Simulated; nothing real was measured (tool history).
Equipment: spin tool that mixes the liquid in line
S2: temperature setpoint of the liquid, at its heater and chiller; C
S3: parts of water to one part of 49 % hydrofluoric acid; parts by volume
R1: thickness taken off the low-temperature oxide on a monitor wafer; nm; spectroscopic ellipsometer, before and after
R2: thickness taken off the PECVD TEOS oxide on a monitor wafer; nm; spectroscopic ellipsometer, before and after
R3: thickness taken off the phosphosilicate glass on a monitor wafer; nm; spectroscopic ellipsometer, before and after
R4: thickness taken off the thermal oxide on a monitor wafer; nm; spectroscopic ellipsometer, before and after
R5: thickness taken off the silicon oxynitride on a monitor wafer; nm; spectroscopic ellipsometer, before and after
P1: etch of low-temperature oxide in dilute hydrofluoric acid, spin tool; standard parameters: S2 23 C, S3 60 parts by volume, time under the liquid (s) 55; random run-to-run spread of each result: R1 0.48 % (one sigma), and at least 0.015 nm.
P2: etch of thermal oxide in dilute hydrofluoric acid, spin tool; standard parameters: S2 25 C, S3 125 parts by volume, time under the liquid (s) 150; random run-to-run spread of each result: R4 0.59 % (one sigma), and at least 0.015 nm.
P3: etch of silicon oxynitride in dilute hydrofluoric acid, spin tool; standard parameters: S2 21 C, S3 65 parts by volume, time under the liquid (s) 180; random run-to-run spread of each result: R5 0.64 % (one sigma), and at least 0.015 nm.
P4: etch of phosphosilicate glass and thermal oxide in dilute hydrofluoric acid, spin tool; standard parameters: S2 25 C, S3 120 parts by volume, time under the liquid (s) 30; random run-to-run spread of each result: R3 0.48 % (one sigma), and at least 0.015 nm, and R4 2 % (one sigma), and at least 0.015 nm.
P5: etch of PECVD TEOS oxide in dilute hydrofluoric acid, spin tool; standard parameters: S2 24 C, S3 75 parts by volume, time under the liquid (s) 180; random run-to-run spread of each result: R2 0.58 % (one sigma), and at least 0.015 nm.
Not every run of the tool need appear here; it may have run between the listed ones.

Run 1, hour 6.8: process that ran P1, S2 23 C, S3 60 parts by volume, time under the liquid (s) 55. Result: R1 9.4557 nm.
Run 2, hour 10.7: process that ran P5, S2 24 C, S3 75 parts by volume, time under the liquid (s) 180. Result: R2 48.908 nm.
Run 3, hour 19.3: process that ran P1, S2 23 C, S3 60 parts by volume, time under the liquid (s) 55. Result: R1 9.3417 nm.
Run 4, hour 23.1: process that ran P4, S2 25 C, S3 120 parts by volume, time under the liquid (s) 30. Result: R3 30.196 nm, R4 1.2342 nm.
Run 5, hour 27: process that ran P1, S2 19 C, S3 60 parts by volume, time under the liquid (s) 55. Result: R1 7.8565 nm.
Run 6, hour 35.5: process that ran P1, S2 23 C, S3 60 parts by volume, time under the liquid (s) 55. Result: R1 9.2579 nm.
Run 7, hour 44.4: process that ran P1, S2 23 C, S3 60 parts by volume, time under the liquid (s) 55. Result: R1 9.3112 nm.
Run 8, hour 50.9: process that ran P1, S2 23 C, S3 60 parts by volume, time under the liquid (s) 55. Result: R1 9.185 nm.
Run 9, hour 59: process that ran P1, S2 27 C, S3 60 parts by volume, time under the liquid (s) 55. Result: R1 11.07 nm.
Run 10, hour 64.5: process that ran P5, S2 24 C, S3 75 parts by volume, time under the liquid (s) 335. Result: R2 92.667 nm.
Run 11, hour 70.9: process that ran P2, S2 25 C, S3 60 parts by volume, time under the liquid (s) 150. Result: R4 13.076 nm.
Run 12, hour 76.7: process that ran P5, S2 24 C, S3 135 parts by volume, time under the liquid (s) 180. Result: R2 25.317 nm.
Run 13, hour 84.9: process that ran P3, S2 17 C, S3 65 parts by volume, time under the liquid (s) 180. Result: R5 2.975 nm.
Run 14, hour 92.5: process that ran P3, S2 21 C, S3 20 parts by volume, time under the liquid (s) 180. Result: R5 12.215 nm.
Run 15, hour 100.6: process that ran P1, S2 30 C, S3 60 parts by volume, time under the liquid (s) 105. Result: R1 23.548 nm.
Run 16, hour 105.8: process that ran P2, S2 25 C, S3 125 parts by volume, time under the liquid (s) 230. Result: R4 8.9036 nm.
Run 17, hour 114.6: process that ran P1, S2 23 C, S3 30 parts by volume, time under the liquid (s) 55. Result: R1 19.453 nm.
Run 18, hour 119.7: process that ran P4, S2 25 C, S3 65 parts by volume, time under the liquid (s) 30. Result: R3 60.24 nm, R4 2.4697 nm.
Run 19, hour 124.1: process that ran P1, S2 23 C, S3 60 parts by volume, time under the liquid (s) 20. Result: R1 3.4096 nm.
Run 20, hour 129.1: process that ran P2, S2 25 C, S3 125 parts by volume, time under the liquid (s) 150. Result: R4 5.7796 nm.
Run 21, hour 137.3: process that ran P1, S2 23 C, S3 105 parts by volume, time under the liquid (s) 55. Result: R1 5.0464 nm.
Run 22, hour 143.6: process that ran P3, S2 21 C, S3 65 parts by volume, time under the liquid (s) 180. Result: R5 3.632 nm.
Run 23, hour 150.9: process that ran P4, S2 25 C, S3 120 parts by volume, time under the liquid (s) 30. Result: R3 30.328 nm, R4 1.2787 nm.
Run 24, hour 156.3: process that ran P1, S2 23 C, S3 60 parts by volume, time under the liquid (s) 55. Result: R1 9.3871 nm.
Run 25, hour 160.3: process that ran P4, S2 17.5 C, S3 120 parts by volume, time under the liquid (s) 30. Result: R3 22.521 nm, R4 0.95677 nm.
Run 26, hour 164.3: process that ran P3, S2 21 C, S3 65 parts by volume, time under the liquid (s) 360. Result: R5 7.3388 nm.
Run 27, hour 171.5: process that ran P1, S2 18 C, S3 60 parts by volume, time under the liquid (s) 15. Result: R1 2.0452 nm.
Run 28, hour 178.4: process that ran P2, S2 20 C, S3 125 parts by volume, time under the liquid (s) 150. Result: R4 4.7549 nm.
Run 29, hour 185.9: process that ran P1, S2 23 C, S3 60 parts by volume, time under the liquid (s) 55. Result: R1 9.3049 nm.
Run 30, hour 192.9: process that ran P5, S2 30 C, S3 75 parts by volume, time under the liquid (s) 180. Result: R2 62.543 nm.
Run 31, hour 199.6: process that ran P4, S2 25 C, S3 120 parts by volume, time under the liquid (s) 15. Result: R3 15.146 nm, R4 0.60144 nm.
Run 32, hour 204.4: process that ran P1, S2 23 C, S3 60 parts by volume, time under the liquid (s) 90. Result: R1 15.354 nm.
Run 33, hour 209.1: process that ran P1, S2 23 C, S3 85 parts by volume, time under the liquid (s) 20. Result: R1 2.3438 nm.
Run 34, hour 215: process that ran P1, S2 23 C, S3 60 parts by volume, time under the liquid (s) 55. Result: R1 9.3576 nm.
Run 35, hour 219.7: process that ran P1, S2 23 C, S3 60 parts by volume, time under the liquid (s) 55. Result: R1 9.1464 nm.
Run 36, hour 224.5: process that ran P1, S2 23 C, S3 60 parts by volume, time under the liquid (s) 55. Result: R1 8.9334 nm.
Run 37, hour 231: process that ran P1, S2 23 C, S3 60 parts by volume, time under the liquid (s) 55. Result: R1 8.7547 nm.
Run 38, hour 239: process that ran P1, S2 23 C, S3 60 parts by volume, time under the liquid (s) 55. Result: R1 8.6247 nm.
Run 39, hour 246.7: process that ran P1, S2 23 C, S3 60 parts by volume, time under the liquid (s) 55. Result: R1 8.5706 nm.
Run 40, hour 252.6: process that ran P1, S2 23 C, S3 60 parts by volume, time under the liquid (s) 55. Result: R1 8.5848 nm.
Run 41, hour 260.3: process that ran P1, S2 23 C, S3 60 parts by volume, time under the liquid (s) 55. Result: R1 8.4269 nm.
Run 42, hour 266.7: process that ran P1, S2 23 C, S3 60 parts by volume, time under the liquid (s) 55. Result: R1 8.5178 nm.
Run 43, hour 273.5: process that ran P1, S2 23 C, S3 60 parts by volume, time under the liquid (s) 55. Result: R1 8.462 nm.
Run 44, hour 277.8: process that ran P1, S2 23 C, S3 60 parts by volume, time under the liquid (s) 55. Result: R1 8.5108 nm.

What P1 gives has crept away from where it was. These 2 causes fit the log equally well, each at the size given:
A: hydrofluoric acid flow below the setpoint (%) = 8.26
B: liquid colder than its thermometer reads (K) = 2.25
Creep in the process output first set in at about hour 215.

4 check runs are offered, each on 3 wafers whose results are averaged, their results left as question marks. Which one tells the causes apart?
Run check 1, hour 282.1: process that ran P2, S2 25 C, S3 70 parts by volume, time under the liquid (s) 150. Result: R4 ?.
Run check 2, hour 282.1: process that ran P3, S2 17 C, S3 30 parts by volume, time under the liquid (s) 180. Result: R5 ?.
Run check 3, hour 282.1: process that ran P5, S2 28.5 C, S3 75 parts by volume, time under the liquid (s) 180. Result: R2 ?.
Run check 4, hour 282.1: process that ran P4, S2 17.5 C, S3 70 parts by volume, time under the liquid (s) 30. Result: R3 ?, R4 ?.

Predicted outcomes, by check and by cause:
  check  result    if A    if B
check 1      R4  10.116  10.148
check 2      R5  6.0515  5.8678
check 3      R2   53.28  53.681
check 4      R3   36.94  36.791
check 4      R4  1.5529  1.5466
Minimum pairwise separation of causes per check, each pair taken at its best-separating result: check 1 0.32 %; check 2 3.08 %; check 3 0.75 %; check 4 0.41 %
Only check 2 tells the causes apart: in the others they would give nearly the same result.

The results of check 2 are: R5 6.0333 nm. Based on these, which of the listed causes is it?

It is A: hydrofluoric acid flow below the setpoint (%).
